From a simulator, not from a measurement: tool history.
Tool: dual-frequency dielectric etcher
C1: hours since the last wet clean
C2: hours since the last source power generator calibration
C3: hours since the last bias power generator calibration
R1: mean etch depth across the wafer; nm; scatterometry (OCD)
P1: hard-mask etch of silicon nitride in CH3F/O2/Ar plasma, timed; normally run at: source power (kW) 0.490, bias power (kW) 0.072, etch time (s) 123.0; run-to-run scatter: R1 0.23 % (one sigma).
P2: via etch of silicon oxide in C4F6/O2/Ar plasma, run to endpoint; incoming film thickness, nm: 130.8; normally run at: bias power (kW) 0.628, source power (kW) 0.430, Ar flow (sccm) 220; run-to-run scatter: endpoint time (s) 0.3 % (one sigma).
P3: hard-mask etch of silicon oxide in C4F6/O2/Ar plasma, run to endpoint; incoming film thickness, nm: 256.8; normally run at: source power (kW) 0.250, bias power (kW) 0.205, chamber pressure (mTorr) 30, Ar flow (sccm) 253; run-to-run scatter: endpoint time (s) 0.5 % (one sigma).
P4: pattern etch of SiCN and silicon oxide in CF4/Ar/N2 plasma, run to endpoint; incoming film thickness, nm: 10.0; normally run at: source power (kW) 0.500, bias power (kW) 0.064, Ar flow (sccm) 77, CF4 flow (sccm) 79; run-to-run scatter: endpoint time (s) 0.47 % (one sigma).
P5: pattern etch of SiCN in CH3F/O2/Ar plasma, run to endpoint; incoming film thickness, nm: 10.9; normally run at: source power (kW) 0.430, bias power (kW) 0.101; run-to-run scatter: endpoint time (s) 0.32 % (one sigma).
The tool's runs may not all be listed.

run 1 day=0.696 | process_that_ran=P1 source_power_(kW)=0.490 bias_power_(kW)=0.072 etch_time_(s)=123.0 | C1=132.1 C2=1691.3 C3=1956.2 | R1=93.577
run 2 day=1.438 | process_that_ran=P4 source_power_(kW)=0.640 bias_power_(kW)=0.064 Ar_flow_(sccm)=77 CF4_flow_(sccm)=79 | C1=149.9 C2=1709.1 C3=1974.0 | endpoint_time_(s)=8.7563
run 3 day=1.900 | process_that_ran=P1 source_power_(kW)=0.680 bias_power_(kW)=0.072 etch_time_(s)=123.0 | C1=161.0 C2=1720.2 C3=1985.1 | R1=105.950
run 4 day=2.338 | process_that_ran=P4 source_power_(kW)=0.500 bias_power_(kW)=0.064 Ar_flow_(sccm)=77 CF4_flow_(sccm)=79 | C1=171.5 C2=1730.7 C3=1995.6 | endpoint_time_(s)=10.9260
run 5 day=2.958 | process_that_ran=P2 source_power_(kW)=0.430 bias_power_(kW)=0.385 Ar_flow_(sccm)=220 | C1=186.4 C2=1745.6 C3=2010.5 | endpoint_time_(s)=30.5500
run 6 day=3.575 | process_that_ran=P1 source_power_(kW)=0.490 bias_power_(kW)=0.072 etch_time_(s)=123.0 | C1=201.2 C2=1760.4 C3=2025.3 | R1=92.952
run 7 day=3.983 | process_that_ran=P3 source_power_(kW)=0.250 bias_power_(kW)=0.290 Ar_flow_(sccm)=253 chamber_pressure_(mTorr)=30 | C1=211.0 C2=1770.2 C3=2035.1 | endpoint_time_(s)=82.9260
run 8 day=4.504 | process_that_ran=P1 source_power_(kW)=0.490 bias_power_(kW)=0.092 etch_time_(s)=181.5 | C1=223.5 C2=1782.7 C3=2047.6 | R1=150.140
run 9 day=5.167 | process_that_ran=P1 source_power_(kW)=0.350 bias_power_(kW)=0.072 etch_time_(s)=123.0 | C1=239.4 C2=1798.6 C3=2063.5 | R1=81.932
run 10 day=5.746 | process_that_ran=P2 source_power_(kW)=0.320 bias_power_(kW)=0.628 Ar_flow_(sccm)=220 | C1=253.3 C2=1812.5 C3=2077.4 | endpoint_time_(s)=28.1890
run 11 day=6.475 | process_that_ran=P5 source_power_(kW)=0.430 bias_power_(kW)=0.062 | C1=270.8 C2=1830.0 C3=2094.9 | endpoint_time_(s)=28.7880
run 12 day=6.900 | process_that_ran=P4 source_power_(kW)=0.500 bias_power_(kW)=0.045 Ar_flow_(sccm)=77 CF4_flow_(sccm)=79 | C1=281.0 C2=1840.2 C3=2105.1 | endpoint_time_(s)=11.9480
run 13 day=7.358 | process_that_ran=P1 source_power_(kW)=0.490 bias_power_(kW)=0.072 etch_time_(s)=175.5 | C1=292.0 C2=1851.2 C3=2116.1 | R1=133.170
run 14 day=8.021 | process_that_ran=P3 source_power_(kW)=0.250 bias_power_(kW)=0.205 Ar_flow_(sccm)=253 chamber_pressure_(mTorr)=30 | C1=307.9 C2=1867.1 C3=2132.0 | endpoint_time_(s)=92.9790
run 15 day=8.388 | process_that_ran=P4 source_power_(kW)=0.500 bias_power_(kW)=0.064 Ar_flow_(sccm)=77 CF4_flow_(sccm)=46 | C1=316.7 C2=1875.9 C3=2140.8 | endpoint_time_(s)=11.8240
run 16 day=8.917 | process_that_ran=P3 source_power_(kW)=0.250 bias_power_(kW)=0.205 Ar_flow_(sccm)=253 chamber_pressure_(mTorr)=41 | C1=329.4 C2=1888.6 C3=2153.5 | endpoint_time_(s)=96.1160
run 17 day=9.562 | process_that_ran=P3 source_power_(kW)=0.250 bias_power_(kW)=0.205 Ar_flow_(sccm)=253 chamber_pressure_(mTorr)=30 | C1=344.9 C2=1904.1 C3=2169.0 | endpoint_time_(s)=92.7890
-- day=9.962 bias power generator calibrated
run 18 day=10.188 | process_that_ran=P5 source_power_(kW)=0.430 bias_power_(kW)=0.101 | C1=359.9 C2=1919.1 C3=5.5 | endpoint_time_(s)=24.2060
run 19 day=10.742 | process_that_ran=P1 source_power_(kW)=0.490 bias_power_(kW)=0.046 etch_time_(s)=123.0 | C1=373.2 C2=1932.4 C3=18.8 | R1=80.693
run 20 day=11.167 | process_that_ran=P1 source_power_(kW)=0.490 bias_power_(kW)=0.085 etch_time_(s)=123.0 | C1=383.4 C2=1942.6 C3=29.0 | R1=98.315
run 21 day=11.546 | process_that_ran=P1 source_power_(kW)=0.580 bias_power_(kW)=0.087 etch_time_(s)=123.0 | C1=392.5 C2=1951.7 C3=38.1 | R1=105.980
run 22 day=12.175 | process_that_ran=P3 source_power_(kW)=0.180 bias_power_(kW)=0.205 Ar_flow_(sccm)=253 chamber_pressure_(mTorr)=30 | C1=407.6 C2=1966.8 C3=53.2 | endpoint_time_(s)=105.6000
run 23 day=12.575 | process_that_ran=P1 source_power_(kW)=0.490 bias_power_(kW)=0.072 etch_time_(s)=123.0 | C1=417.2 C2=1976.4 C3=62.8 | R1=92.943
run 24 day=13.046 | process_that_ran=P3 source_power_(kW)=0.250 bias_power_(kW)=0.205 Ar_flow_(sccm)=330 chamber_pressure_(mTorr)=30 | C1=428.5 C2=1987.7 C3=74.1 | endpoint_time_(s)=95.4360
run 25 day=13.738 | process_that_ran=P1 source_power_(kW)=0.490 bias_power_(kW)=0.072 etch_time_(s)=123.0 | C1=445.1 C2=2004.3 C3=90.7 | R1=93.308
run 26 day=14.367 | process_that_ran=P1 source_power_(kW)=0.600 bias_power_(kW)=0.054 etch_time_(s)=123.0 | C1=460.2 C2=2019.4 C3=105.8 | R1=91.924
run 27 day=14.692 | process_that_ran=P1 source_power_(kW)=0.490 bias_power_(kW)=0.072 etch_time_(s)=123.0 | C1=468.0 C2=2027.2 C3=113.6 | R1=93.124
run 28 day=15.179 | process_that_ran=P1 source_power_(kW)=0.490 bias_power_(kW)=0.072 etch_time_(s)=73.0 | C1=479.7 C2=2038.9 C3=125.3 | R1=55.252
run 29 day=15.733 | process_that_ran=P4 source_power_(kW)=0.500 bias_power_(kW)=0.064 Ar_flow_(sccm)=104 CF4_flow_(sccm)=79 | C1=493.0 C2=2052.2 C3=138.6 | endpoint_time_(s)=11.3380
run 30 day=16.188 | process_that_ran=P5 source_power_(kW)=0.560 bias_power_(kW)=0.101 | C1=503.9 C2=2063.1 C3=149.5 | endpoint_time_(s)=21.8800
run 31 day=16.921 | process_that_ran=P2 source_power_(kW)=0.430 bias_power_(kW)=0.628 Ar_flow_(sccm)=279 | C1=521.5 C2=2080.7 C3=167.1 | endpoint_time_(s)=26.1760
run 32 day=17.496 | process_that_ran=P2 source_power_(kW)=0.430 bias_power_(kW)=0.628 Ar_flow_(sccm)=220 | C1=535.3 C2=2094.5 C3=180.9 | endpoint_time_(s)=25.3150
run 33 day=18.121 | process_that_ran=P1 source_power_(kW)=0.490 bias_power_(kW)=0.072 etch_time_(s)=123.0 | C1=550.3 C2=2109.5 C3=195.9 | R1=93.548
run 34 day=18.708 | process_that_ran=P1 source_power_(kW)=0.490 bias_power_(kW)=0.072 etch_time_(s)=123.0 | C1=564.4 C2=2123.6 C3=210.0 | R1=93.747
run 35 day=19.117 | process_that_ran=P1 source_power_(kW)=0.490 bias_power_(kW)=0.072 etch_time_(s)=123.0 | C1=574.2 C2=2133.4 C3=219.8 | R1=93.974
run 36 day=19.558 | process_that_ran=P1 source_power_(kW)=0.490 bias_power_(kW)=0.072 etch_time_(s)=123.0 | C1=584.8 C2=2144.0 C3=230.4 | R1=94.031
-- day=19.971 wet clean of the chamber
run 37 day=20.067 | process_that_ran=P1 source_power_(kW)=0.490 bias_power_(kW)=0.072 etch_time_(s)=123.0 | C1=2.4 C2=2156.2 C3=242.6 | R1=94.311
run 38 day=20.600 | process_that_ran=P1 source_power_(kW)=0.490 bias_power_(kW)=0.072 etch_time_(s)=123.0 | C1=15.2 C2=2169.0 C3=255.4 | R1=94.710
run 39 day=21.158 | process_that_ran=P1 source_power_(kW)=0.490 bias_power_(kW)=0.072 etch_time_(s)=123.0 | C1=28.6 C2=2182.4 C3=268.8 | R1=94.438
run 40 day=21.904 | process_that_ran=P1 source_power_(kW)=0.490 bias_power_(kW)=0.072 etch_time_(s)=123.0 | C1=46.5 C2=2200.3 C3=286.7 | R1=94.370

What P1 gives has crept away from where it was. These 2 causes fit the log equally well, each at the size given:
A: bias power that arrives over what is set, % = 4.42
B: source power that arrives over what is set, % = 3.92
The creep began at about day 18.121.
Why every other cause is out:
chamber walls in a state that raises the etch rate, %: serviced at day 19.971, which brought nothing back

4 check runs are offered, each on 3 wafers whose results are averaged, their results left as question marks. Which one tells the causes apart?
run check 1 day=22.650 | process_that_ran=P4 source_power_(kW)=0.500 bias_power_(kW)=0.064 Ar_flow_(sccm)=77 CF4_flow_(sccm)=79 | endpoint_time_(s)=?
run check 2 day=22.650 | process_that_ran=P5 source_power_(kW)=0.430 bias_power_(kW)=0.101 | endpoint_time_(s)=?
run check 3 day=22.650 | process_that_ran=P2 source_power_(kW)=0.430 bias_power_(kW)=0.628 Ar_flow_(sccm)=220 | endpoint_time_(s)=?
run check 4 day=22.650 | process_that_ran=P3 source_power_(kW)=0.250 bias_power_(kW)=0.205 Ar_flow_(sccm)=253 chamber_pressure_(mTorr)=30 | endpoint_time_(s)=?

What each check would give under each cause:
check=check_1 result=endpoint_time_(s) if_A=10.7180 if_B=10.4960
check=check_2 result=endpoint_time_(s) if_A=23.7270 if_B=23.7780
check=check_3 result=endpoint_time_(s) if_A=24.9270 if_B=24.9930
check=check_4 result=endpoint_time_(s) if_A=91.7580 if_B=91.7430
How far apart the two closest causes lie, in the result that separates them most: check 1 2.09 %; check 2 0.21 %; check 3 0.26 %; check 4 0.02 %
Check 1 tells the causes apart: in the others they would give nearly the same result.

Then check 1 was run and gave: endpoint time (s) 10.5340. Which cause is it?

It is B: source power that arrives over what is set, %.
